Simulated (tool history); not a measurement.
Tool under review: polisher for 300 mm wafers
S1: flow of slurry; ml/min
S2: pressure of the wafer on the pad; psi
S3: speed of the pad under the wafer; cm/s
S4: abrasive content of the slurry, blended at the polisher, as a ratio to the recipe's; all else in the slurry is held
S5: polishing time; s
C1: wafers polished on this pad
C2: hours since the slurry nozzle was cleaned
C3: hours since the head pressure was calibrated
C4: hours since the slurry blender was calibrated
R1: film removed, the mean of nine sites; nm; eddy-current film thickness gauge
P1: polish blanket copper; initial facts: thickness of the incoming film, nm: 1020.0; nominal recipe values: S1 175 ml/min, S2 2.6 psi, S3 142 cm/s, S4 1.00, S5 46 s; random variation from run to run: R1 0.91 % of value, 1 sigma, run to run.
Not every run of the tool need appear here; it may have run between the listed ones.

run,day,S1,S2,S3,S4,S5,C1,C2,C3,C4,R1
1,0.550,175,2.6,142,1.00,46,405,367.0,842.5,280.5,150.760
2,0.892,175,2.6,142,1.00,46,477,375.2,850.7,288.7,150.930
3,1.279,175,2.6,142,0.60,46,558,384.5,860.0,298.0,134.050
4,1.983,175,2.6,192,1.00,46,707,401.4,876.9,314.9,200.710
5,2.483,175,2.6,142,1.00,46,812,413.4,888.9,326.9,150.040
6,2.896,175,2.6,142,1.00,46,899,423.3,898.8,336.8,147.640
7,3.404,220,2.6,142,1.00,46,1007,435.5,911.0,349.0,157.050
8,4.062,175,3.6,142,1.00,46,1145,451.3,926.8,364.8,206.590
9,4.783,175,2.6,142,1.00,68,1297,468.6,944.1,382.1,221.020
10,5.329,175,2.6,70,1.00,46,1413,481.7,957.2,395.2,75.541
11,5.746,235,3.3,142,1.00,46,1500,491.7,967.2,405.2,198.160
12,6.421,175,2.6,142,1.00,26,1643,507.9,983.4,421.4,85.519
13,6.742,175,2.6,142,1.00,46,1710,515.6,991.1,429.1,149.220
14,7.067,105,2.6,142,1.00,46,1779,523.4,998.9,436.9,135.340
15,7.596,175,2.6,142,1.00,46,1891,536.1,1011.6,449.6,149.590
16,8.183,175,3.3,210,1.00,46,2014,550.2,1025.7,463.7,281.350
17,8.858,175,2.6,142,1.45,46,2157,566.4,1041.9,479.9,163.540
18,9.267,175,1.2,142,1.00,46,2243,576.2,1051.7,489.7,70.143
19,9.838,175,2.6,142,1.00,46,2363,589.9,1065.4,503.4,150.360
20,10.154,175,2.6,142,1.00,46,2430,597.5,1073.0,511.0,150.550
21,10.617,175,2.6,142,1.00,46,2528,608.6,1084.1,522.1,147.420
22,11.279,175,2.6,142,1.00,46,2667,624.5,1100.0,538.0,143.030
23,12.004,175,2.6,142,1.00,46,2820,641.9,1117.4,555.4,143.470
24,12.483,175,2.6,142,1.00,46,2921,653.4,1128.9,566.9,142.130
# day 12.771: head pressure recalibrated
25,13.092,175,2.6,142,1.00,46,3050,668.0,7.8,581.5,142.360
# day 13.300: slurry blender recalibrated
26,13.612,175,2.6,142,1.00,46,3159,680.5,20.3,7.5,139.530
27,14.054,175,2.6,142,1.00,46,3252,691.1,30.9,18.1,142.170
28,14.629,175,2.6,142,1.00,46,3374,704.9,44.7,31.9,140.170
29,15.117,175,2.6,142,1.00,46,3477,716.6,56.4,43.6,139.980

Something has made what P1 gives creep away from where it was; the 2 causes below, each at its own stated size, fit the log equally well:
A: slurry flow missing at the pad, % = 31.8
B: removal rate lost through wear of the pad, % = 6.57
The onset of the drift is placed at about day 10.154.
Each remaining cause and why it is not a fit:
head's pressure below its setpoint, %: serviced at day 12.771, which brought nothing back
abrasive missing from the slurry, %: serviced at day 13.300, which brought nothing back

You are offered 4 check runs, listed below with question marks in place of their results; each one averages 3 wafers. Which run separates the listed causes by giving clearly different results for each?
check 1,15.604,175,2.6,142,1.35,46,,,,,?
check 2,15.604,175,2.6,142,0.80,55,,,,,?
check 3,15.604,175,2.6,84,1.00,46,,,,,?
check 4,15.604,105,2.6,142,0.80,46,,,,,?

How each check would come out, cause by cause:
check,result,if A,if B
check 1,R1,149.440,149.460
check 2,R1,159.640,159.670
check 3,R1,82.799,82.811
check 4,R1,116.530,121.230
Distance between the nearest two causes, measured in the result of the check that separates them most: check 1 0.01 %; check 2 0.01 %; check 3 0.01 %; check 4 3.95 %
Check 4 tells the causes apart: in the others they would give nearly the same result.

Check 4 has now been run. It gave: R1 120.570 nm. Which of the candidate causes is it?

Of the candidate causes, it is B: removal rate lost through wear of the pad, %.
